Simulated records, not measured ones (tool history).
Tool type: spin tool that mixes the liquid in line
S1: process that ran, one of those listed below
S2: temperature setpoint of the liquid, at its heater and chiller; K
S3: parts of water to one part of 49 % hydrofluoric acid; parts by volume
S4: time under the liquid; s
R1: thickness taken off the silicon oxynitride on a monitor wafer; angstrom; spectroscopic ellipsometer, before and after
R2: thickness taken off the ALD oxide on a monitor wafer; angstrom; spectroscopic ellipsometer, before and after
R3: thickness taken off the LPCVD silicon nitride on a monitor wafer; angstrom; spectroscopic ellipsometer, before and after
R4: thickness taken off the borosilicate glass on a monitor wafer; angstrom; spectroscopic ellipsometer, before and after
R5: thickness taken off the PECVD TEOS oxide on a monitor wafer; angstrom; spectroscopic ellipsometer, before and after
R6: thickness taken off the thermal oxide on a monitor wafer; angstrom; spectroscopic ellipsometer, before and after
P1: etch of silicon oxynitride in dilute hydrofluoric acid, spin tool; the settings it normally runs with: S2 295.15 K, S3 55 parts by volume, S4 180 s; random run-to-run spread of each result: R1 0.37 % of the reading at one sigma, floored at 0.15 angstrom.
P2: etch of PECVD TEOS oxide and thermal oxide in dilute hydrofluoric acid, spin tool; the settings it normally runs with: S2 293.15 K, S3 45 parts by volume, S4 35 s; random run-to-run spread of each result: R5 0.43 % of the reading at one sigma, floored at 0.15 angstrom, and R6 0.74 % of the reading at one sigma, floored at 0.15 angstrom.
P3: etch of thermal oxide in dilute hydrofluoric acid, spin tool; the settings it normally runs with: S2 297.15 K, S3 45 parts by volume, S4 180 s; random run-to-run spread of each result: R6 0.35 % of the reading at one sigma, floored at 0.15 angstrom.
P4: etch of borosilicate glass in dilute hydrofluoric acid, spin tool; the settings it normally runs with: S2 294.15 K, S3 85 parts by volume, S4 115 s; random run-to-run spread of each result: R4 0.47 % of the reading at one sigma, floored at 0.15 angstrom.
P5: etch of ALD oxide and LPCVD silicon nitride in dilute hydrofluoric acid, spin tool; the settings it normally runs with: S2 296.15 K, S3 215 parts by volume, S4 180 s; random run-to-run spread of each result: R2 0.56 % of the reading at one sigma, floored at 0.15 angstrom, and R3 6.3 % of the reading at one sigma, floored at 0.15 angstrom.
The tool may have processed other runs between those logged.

Run 1, hour 17.5: S1 P1, S2 295.15 K, S3 55 parts by volume, S4 180 s. Result: R1 62.498 angstrom.
Run 2, hour 34.5: S1 P1, S2 295.15 K, S3 55 parts by volume, S4 180 s. Result: R1 62.188 angstrom.
Run 3, hour 48.2: S1 P5, S2 296.15 K, S3 215 parts by volume, S4 180 s. Result: R2 120.2 angstrom, R3 4.0761 angstrom.
Run 4, hour 58.7: S1 P1, S2 295.15 K, S3 55 parts by volume, S4 180 s. Result: R1 62.092 angstrom.
Run 5, hour 69.5: S1 P4, S2 294.15 K, S3 20 parts by volume, S4 115 s. Result: R4 1768.1 angstrom.
Run 6, hour 85: S1 P2, S2 293.15 K, S3 45 parts by volume, S4 65 s. Result: R5 188.01 angstrom, R6 60.835 angstrom.
Run 7, hour 102.7: S1 P3, S2 290.15 K, S3 45 parts by volume, S4 180 s. Result: R6 160.08 angstrom.
Run 8, hour 113.8: S1 P5, S2 304.65 K, S3 215 parts by volume, S4 180 s. Result: R2 163.07 angstrom, R3 7.2922 angstrom.
Run 9, hour 131.4: S1 P1, S2 300.15 K, S3 55 parts by volume, S4 180 s. Result: R1 79.759 angstrom.
Run 10, hour 150.5: S1 P3, S2 297.15 K, S3 45 parts by volume, S4 180 s. Result: R6 214.62 angstrom.
Run 11, hour 163.8: S1 P1, S2 300.15 K, S3 35 parts by volume, S4 180 s. Result: R1 126.88 angstrom.
Run 12, hour 172.9: S1 P2, S2 293.15 K, S3 45 parts by volume, S4 35 s. Result: R5 101.26 angstrom, R6 32.627 angstrom.
Run 13, hour 189.5: S1 P3, S2 297.15 K, S3 45 parts by volume, S4 180 s. Result: R6 215.58 angstrom.
Run 14, hour 198.1: S1 P1, S2 295.15 K, S3 55 parts by volume, S4 180 s. Result: R1 62.176 angstrom.
Run 15, hour 214.6: S1 P1, S2 295.15 K, S3 55 parts by volume, S4 295 s. Result: R1 102.39 angstrom.
Run 16, hour 225.5: S1 P4, S2 294.15 K, S3 85 parts by volume, S4 115 s. Result: R4 388.52 angstrom.
Run 17, hour 243.6: S1 P1, S2 290.65 K, S3 55 parts by volume, S4 180 s. Result: R1 49.722 angstrom.
Run 18, hour 262.7: S1 P2, S2 290.15 K, S3 45 parts by volume, S4 35 s. Result: R5 88.77 angstrom, R6 28.877 angstrom.
Run 19, hour 271.7: S1 P1, S2 295.15 K, S3 55 parts by volume, S4 180 s. Result: R1 62.346 angstrom.
Run 20, hour 288.8: S1 P1, S2 295.15 K, S3 55 parts by volume, S4 90 s. Result: R1 30.678 angstrom.
Run 21, hour 299.3: S1 P4, S2 294.15 K, S3 85 parts by volume, S4 115 s. Result: R4 387.11 angstrom.
Run 22, hour 313.8: S1 P3, S2 297.15 K, S3 45 parts by volume, S4 15 s. Result: R6 18.099 angstrom.
Run 23, hour 327.6: S1 P1, S2 295.15 K, S3 55 parts by volume, S4 180 s. Result: R1 62.398 angstrom.
Run 24, hour 338.6: S1 P1, S2 295.15 K, S3 20 parts by volume, S4 90 s. Result: R1 87.599 angstrom.
Run 25, hour 349: S1 P3, S2 297.15 K, S3 70 parts by volume, S4 180 s. Result: R6 134.18 angstrom.
Run 26, hour 364.5: S1 P1, S2 295.15 K, S3 20 parts by volume, S4 180 s. Result: R1 175.12 angstrom.
Run 27, hour 377.5: S1 P5, S2 296.15 K, S3 55 parts by volume, S4 180 s. Result: R2 558.47 angstrom, R3 15.682 angstrom.
Run 28, hour 387.4: S1 P5, S2 296.15 K, S3 215 parts by volume, S4 360 s. Result: R2 239.14 angstrom, R3 7.9952 angstrom.
Run 29, hour 406.4: S1 P2, S2 293.15 K, S3 20 parts by volume, S4 35 s. Result: R5 235.38 angstrom, R6 75.439 angstrom.
Run 30, hour 419.5: S1 P4, S2 294.15 K, S3 85 parts by volume, S4 50 s. Result: R4 168.53 angstrom.
Run 31, hour 428.7: S1 P1, S2 295.15 K, S3 55 parts by volume, S4 180 s. Result: R1 62.25 angstrom.
Run 32, hour 440.7: S1 P4, S2 301.15 K, S3 85 parts by volume, S4 115 s. Result: R4 510.36 angstrom.
Run 33, hour 457.5: S1 P1, S2 295.15 K, S3 90 parts by volume, S4 180 s. Result: R1 36.903 angstrom.
Run 34, hour 475.5: S1 P5, S2 296.15 K, S3 215 parts by volume, S4 180 s. Result: R2 119.96 angstrom, R3 3.9475 angstrom.
Run 35, hour 489.7: S1 P1, S2 295.15 K, S3 55 parts by volume, S4 180 s. Result: R1 62.614 angstrom.
Run 36, hour 504.9: S1 P1, S2 295.15 K, S3 55 parts by volume, S4 180 s. Result: R1 59.886 angstrom.
Run 37, hour 520.7: S1 P1, S2 295.15 K, S3 55 parts by volume, S4 180 s. Result: R1 59.194 angstrom.
Run 38, hour 534.1: S1 P1, S2 295.15 K, S3 55 parts by volume, S4 180 s. Result: R1 58.089 angstrom.
Run 39, hour 550: S1 P1, S2 295.15 K, S3 55 parts by volume, S4 180 s. Result: R1 58.133 angstrom.
Run 40, hour 560.9: S1 P1, S2 295.15 K, S3 55 parts by volume, S4 180 s. Result: R1 57.96 angstrom.
Run 41, hour 577.4: S1 P1, S2 295.15 K, S3 55 parts by volume, S4 180 s. Result: R1 57.797 angstrom.
Run 42, hour 588.1: S1 P1, S2 295.15 K, S3 55 parts by volume, S4 180 s. Result: R1 57.282 angstrom.

Something has made what P1 gives creep away from where it was; the 2 causes below, each at its own stated size, fit the log equally well:
A: hydrofluoric acid flow below the setpoint (%) = 7.35
B: liquid colder than its thermometer reads (K) = 1.61
Creep in the process output first set in at about hour 489.7.

Below are 4 check runs, each on a single wafer, with their results shown as question marks. Which of them would tell the listed causes apart, meaning the causes would give clearly different results under it?
Run check 1, hour 598.8: S1 P4, S2 294.15 K, S3 25 parts by volume, S4 115 s. Result: R4 ?.
Run check 2, hour 598.8: S1 P3, S2 290.15 K, S3 45 parts by volume, S4 25 s. Result: R6 ?.
Run check 3, hour 598.8: S1 P5, S2 303.65 K, S3 215 parts by volume, S4 300 s. Result: R2 ?, R3 ?.
Run check 4, hour 598.8: S1 P2, S2 293.15 K, S3 30 parts by volume, S4 60 s. Result: R5 ?, R6 ?.

If the cause were each of the candidates in turn, the checks would give the following:
  check  result    if A    if B
check 1      R4  1310.4  1322.4
check 2      R6  20.438  20.636
check 3      R2  236.94  247.03
check 3      R3  9.9461   9.772
check 4      R5  243.61  245.91
check 4      R6  78.448   79.19
How far apart the two closest causes lie, in the result that separates them most: check 1 0.91 %; check 2 0.97 %; check 3 4.17 %; check 4 0.94 %
The causes can be told apart only by check 3. The other checks would give nearly the same results under each of them.

Check 3 was carried out, with these results: R2 237.61 angstrom; R3 10.774 angstrom. Which of the listed causes is responsible?

It is A: hydrofluoric acid flow below the setpoint (%).

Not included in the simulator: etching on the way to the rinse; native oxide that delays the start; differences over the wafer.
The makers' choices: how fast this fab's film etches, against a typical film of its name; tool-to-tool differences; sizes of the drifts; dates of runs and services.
